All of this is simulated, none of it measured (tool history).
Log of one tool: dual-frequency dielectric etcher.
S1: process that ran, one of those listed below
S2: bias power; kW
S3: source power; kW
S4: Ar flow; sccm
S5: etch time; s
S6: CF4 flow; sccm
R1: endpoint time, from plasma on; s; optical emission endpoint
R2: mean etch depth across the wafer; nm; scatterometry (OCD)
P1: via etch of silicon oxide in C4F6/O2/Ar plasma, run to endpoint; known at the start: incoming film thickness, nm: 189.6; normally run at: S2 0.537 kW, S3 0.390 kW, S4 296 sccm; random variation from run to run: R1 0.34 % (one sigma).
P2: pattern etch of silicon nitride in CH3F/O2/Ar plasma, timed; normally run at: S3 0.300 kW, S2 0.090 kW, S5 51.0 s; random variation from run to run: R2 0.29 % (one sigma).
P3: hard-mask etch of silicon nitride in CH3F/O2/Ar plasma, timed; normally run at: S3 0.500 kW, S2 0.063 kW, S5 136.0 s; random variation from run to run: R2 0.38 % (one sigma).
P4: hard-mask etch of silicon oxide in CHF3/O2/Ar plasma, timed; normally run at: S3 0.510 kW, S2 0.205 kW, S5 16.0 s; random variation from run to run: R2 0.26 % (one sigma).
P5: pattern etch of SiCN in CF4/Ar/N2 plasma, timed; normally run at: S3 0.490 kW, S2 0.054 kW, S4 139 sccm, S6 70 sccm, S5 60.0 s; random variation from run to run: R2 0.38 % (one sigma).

run 1 hour=8.6 | S1=P1 S2=0.537 S3=0.390 S4=296 | R1=41.548
run 2 hour=25.6 | S1=P3 S2=0.063 S3=0.500 S5=187.5 | R2=133.790
run 3 hour=34.4 | S1=P4 S2=0.284 S3=0.510 S5=16.0 | R2=34.465
run 4 hour=51.7 | S1=P1 S2=0.537 S3=0.390 S4=222 | R1=40.563
run 5 hour=64.0 | S1=P4 S2=0.205 S3=0.510 S5=16.0 | R2=30.664
run 6 hour=76.0 | S1=P1 S2=0.383 S3=0.390 S4=296 | R1=47.535
run 7 hour=88.3 | S1=P2 S2=0.090 S3=0.220 S5=51.0 | R2=30.062
run 8 hour=104.7 | S1=P5 S2=0.054 S3=0.490 S4=139 S5=60.0 S6=56 | R2=45.246
run 9 hour=117.6 | S1=P1 S2=0.537 S3=0.390 S4=296 | R1=41.829
-- hour=128.8 bias power generator calibrated
run 10 hour=130.3 | S1=P5 S2=0.054 S3=0.490 S4=111 S5=60.0 S6=70 | R2=49.139
run 11 hour=146.6 | S1=P1 S2=0.344 S3=0.390 S4=232 | R1=47.965
run 12 hour=160.0 | S1=P5 S2=0.054 S3=0.490 S4=139 S5=42.5 S6=70 | R2=33.082
-- hour=172.4 source power generator calibrated
run 13 hour=173.2 | S1=P1 S2=0.537 S3=0.390 S4=417 | R1=43.488
run 14 hour=185.0 | S1=P1 S2=0.669 S3=0.390 S4=296 | R1=38.307
run 15 hour=197.1 | S1=P3 S2=0.050 S3=0.500 S5=136.0 | R2=90.275
run 16 hour=214.5 | S1=P2 S2=0.090 S3=0.300 S5=51.0 | R2=33.787
run 17 hour=223.3 | S1=P1 S2=0.402 S3=0.320 S4=296 | R1=50.260
run 18 hour=236.7 | S1=P4 S2=0.205 S3=0.510 S5=16.0 | R2=30.586
run 19 hour=250.8 | S1=P3 S2=0.063 S3=0.500 S5=136.0 | R2=97.804
run 20 hour=267.3 | S1=P5 S2=0.054 S3=0.490 S4=139 S5=60.0 S6=70 | R2=46.854
run 21 hour=278.4 | S1=P4 S2=0.205 S3=0.330 S5=16.0 | R2=26.028
run 22 hour=294.8 | S1=P1 S2=0.537 S3=0.280 S4=296 | R1=47.034
run 23 hour=303.2 | S1=P4 S2=0.205 S3=0.510 S5=9.5 | R2=18.139
run 24 hour=314.7 | S1=P1 S2=0.537 S3=0.390 S4=296 | R1=41.594
run 25 hour=324.3 | S1=P1 S2=0.537 S3=0.390 S4=296 | R1=41.791
run 26 hour=342.1 | S1=P2 S2=0.090 S3=0.300 S5=51.0 | R2=33.911
run 27 hour=353.9 | S1=P1 S2=0.537 S3=0.530 S4=296 | R1=37.438
run 28 hour=369.4 | S1=P5 S2=0.064 S3=0.490 S4=139 S5=60.0 S6=70 | R2=49.517
run 29 hour=380.1 | S1=P2 S2=0.090 S3=0.300 S5=28.0 | R2=18.612
run 30 hour=397.1 | S1=P5 S2=0.054 S3=0.370 S4=139 S5=60.0 S6=70 | R2=36.382
run 31 hour=407.2 | S1=P1 S2=0.537 S3=0.390 S4=296 | R1=41.969
-- hour=410.1 Ar flow controller replaced
run 32 hour=425.8 | S1=P2 S2=0.117 S3=0.300 S5=51.0 | R2=37.223
run 33 hour=440.2 | S1=P3 S2=0.063 S3=0.610 S5=136.0 | R2=104.950
run 34 hour=448.6 | S1=P3 S2=0.063 S3=0.500 S5=136.0 | R2=97.446
run 35 hour=458.5 | S1=P1 S2=0.537 S3=0.390 S4=296 | R1=41.593
run 36 hour=469.2 | S1=P1 S2=0.537 S3=0.390 S4=296 | R1=41.969
run 37 hour=479.6 | S1=P1 S2=0.537 S3=0.390 S4=296 | R1=42.118
run 38 hour=487.7 | S1=P1 S2=0.537 S3=0.390 S4=296 | R1=42.420
run 39 hour=502.4 | S1=P1 S2=0.537 S3=0.390 S4=296 | R1=42.695
-- hour=508.6 wet clean of the chamber
run 40 hour=514.6 | S1=P1 S2=0.537 S3=0.390 S4=296 | R1=42.384
run 41 hour=528.7 | S1=P1 S2=0.537 S3=0.390 S4=296 | R1=42.402

What P1 gives has crept away from where it was. These 2 causes fit the log equally well, each at the size given:
A: bias power that arrives under what is set, % = 4.44
B: source power that arrives under what is set, % = 4.55
The creep began at about hour 458.5.
Why every other cause is out:
chamber walls in a state that lowers the etch rate, %: serviced at hour 508.6, which brought nothing back
Ar flow that arrives over what is set, %: at most 8, which would move R1 by +0.9 %: too little, or the wrong way

4 check runs are offered, each on 2 wafers whose results are averaged, their results left as question marks. Which one tells the causes apart?
run check 1 hour=542.8 | S1=P4 S2=0.205 S3=0.510 S5=16.0 | R2=?
run check 2 hour=542.8 | S1=P5 S2=0.054 S3=0.490 S4=139 S5=60.0 S6=70 | R2=?
run check 3 hour=542.8 | S1=P2 S2=0.090 S3=0.300 S5=51.0 | R2=?
run check 4 hour=542.8 | S1=P3 S2=0.063 S3=0.500 S5=136.0 | R2=?

What each check would give under each cause:
check=check_1 result=R2 if_A=30.167 if_B=30.111
check=check_2 result=R2 if_A=46.095 if_B=44.934
check=check_3 result=R2 if_A=33.232 if_B=33.207
check=check_4 result=R2 if_A=96.039 if_B=95.735
How far apart the two closest causes lie, in the result that separates them most: check 1 0.18 %; check 2 2.55 %; check 3 0.07 %; check 4 0.32 %
Only check 2 tells the causes apart: in the others they would give nearly the same result.

Then check 2 was run and gave: R2 46.151 nm. Which cause is it?

It is A: bias power that arrives under what is set, %.
